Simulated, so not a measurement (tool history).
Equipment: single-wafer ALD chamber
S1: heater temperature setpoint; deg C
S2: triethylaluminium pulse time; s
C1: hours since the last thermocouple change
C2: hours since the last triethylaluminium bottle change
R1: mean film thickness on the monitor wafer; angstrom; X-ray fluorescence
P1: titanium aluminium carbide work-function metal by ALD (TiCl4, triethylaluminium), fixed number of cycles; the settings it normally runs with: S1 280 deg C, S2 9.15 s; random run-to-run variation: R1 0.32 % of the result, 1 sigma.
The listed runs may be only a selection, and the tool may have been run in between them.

{"run": 1, "day": 0.175, "S1": 280, "S2": 9.15, "C1": 565.5, "C2": 1182.6, "R1": 18.01}
{"run": 2, "day": 0.342, "S1": 280, "S2": 9.15, "C1": 569.5, "C2": 1186.6, "R1": 17.97}
{"day": 0.425, "done": "triethylaluminium bottle replaced"}
{"run": 3, "day": 0.567, "S1": 259, "S2": 9.15, "C1": 574.9, "C2": 3.4, "R1": 16.192}
{"run": 4, "day": 0.733, "S1": 280, "S2": 9.15, "C1": 578.9, "C2": 7.4, "R1": 18.022}
{"run": 5, "day": 1.038, "S1": 280, "S2": 9.15, "C1": 586.2, "C2": 14.7, "R1": 17.949}
{"run": 6, "day": 1.358, "S1": 280, "S2": 9.15, "C1": 593.9, "C2": 22.4, "R1": 18.028}
{"run": 7, "day": 1.575, "S1": 280, "S2": 3.4, "C1": 599.1, "C2": 27.6, "R1": 12.988}
{"run": 8, "day": 1.8, "S1": 280, "S2": 13.01, "C1": 604.5, "C2": 33.0, "R1": 18.616}
{"run": 9, "day": 2.046, "S1": 304, "S2": 9.15, "C1": 610.4, "C2": 38.9, "R1": 19.965}
{"run": 10, "day": 2.292, "S1": 290, "S2": 6.19, "C1": 616.3, "C2": 44.8, "R1": 17.305}
{"day": 2.383, "done": "thermocouple changed; heater temperature recalibrated"}
{"run": 11, "day": 2.458, "S1": 280, "S2": 9.15, "C1": 1.9, "C2": 48.8, "R1": 18.024}
{"run": 12, "day": 2.617, "S1": 280, "S2": 9.15, "C1": 5.7, "C2": 52.6, "R1": 18.108}
{"run": 13, "day": 2.817, "S1": 280, "S2": 9.15, "C1": 10.5, "C2": 57.4, "R1": 17.883}
{"run": 14, "day": 2.975, "S1": 280, "S2": 9.15, "C1": 14.3, "C2": 61.2, "R1": 17.941}
{"run": 15, "day": 3.125, "S1": 280, "S2": 9.15, "C1": 17.9, "C2": 64.8, "R1": 17.785}
{"run": 16, "day": 3.392, "S1": 280, "S2": 9.15, "C1": 24.3, "C2": 71.2, "R1": 17.678}
{"run": 17, "day": 3.575, "S1": 280, "S2": 9.15, "C1": 28.7, "C2": 75.6, "R1": 17.74}
{"run": 18, "day": 3.888, "S1": 280, "S2": 9.15, "C1": 36.2, "C2": 83.1, "R1": 17.575}
{"run": 19, "day": 4.029, "S1": 280, "S2": 9.15, "C1": 39.6, "C2": 86.5, "R1": 17.63}
{"run": 20, "day": 4.204, "S1": 280, "S2": 9.15, "C1": 43.8, "C2": 90.7, "R1": 17.57}
{"run": 21, "day": 4.346, "S1": 280, "S2": 9.15, "C1": 47.2, "C2": 94.1, "R1": 17.568}
{"run": 22, "day": 4.592, "S1": 280, "S2": 9.15, "C1": 53.1, "C2": 100.0, "R1": 17.573}
{"run": 23, "day": 4.829, "S1": 280, "S2": 9.15, "C1": 58.8, "C2": 105.7, "R1": 17.567}
{"run": 24, "day": 5.038, "S1": 280, "S2": 9.15, "C1": 63.8, "C2": 110.7, "R1": 17.514}

Something has made what P1 gives creep away from where it was; the 2 causes below, each at its own stated size, fit the log equally well:
A: wafer temperature below the value expected at the setpoint (K) = 5.72
B: triethylaluminium dose below that of a fresh bottle (%) = 14.8
Onset of the creep was near day 2.817.

Below are 4 check runs, each on a single wafer, with their results shown as question marks. Which of them would tell the listed causes apart, meaning the causes would give clearly different results under it?
{"run": "check 1", "day": 5.246, "S1": 295, "S2": 9.15, "R1": "?"}
{"run": "check 2", "day": 5.246, "S1": 264, "S2": 9.15, "R1": "?"}
{"run": "check 3", "day": 5.246, "S1": 280, "S2": 5.74, "R1": "?"}
{"run": "check 4", "day": 5.246, "S1": 303, "S2": 9.15, "R1": "?"}

What every check run would give for each of its results, assuming each possible cause in turn:
check=check_1 result=R1 if_A=18.804 if_B=18.779
check=check_2 result=R1 if_A=16.216 if_B=16.245
check=check_3 result=R1 if_A=15.790 if_B=15.337
check=check_4 result=R1 if_A=19.485 if_B=19.446
Per check, the gap between the least separated pair of causes, taken in the result that splits them most: check 1 0.13 %; check 2 0.17 %; check 3 2.92 %; check 4 0.2 %
The causes can be told apart only by check 3. The other checks would give nearly the same results under each of them.

Check 3 was carried out, with these results: R1 15.406 angstrom. Which of the listed causes is responsible?

The correct cause is B, namely: triethylaluminium dose below that of a fresh bottle (%).
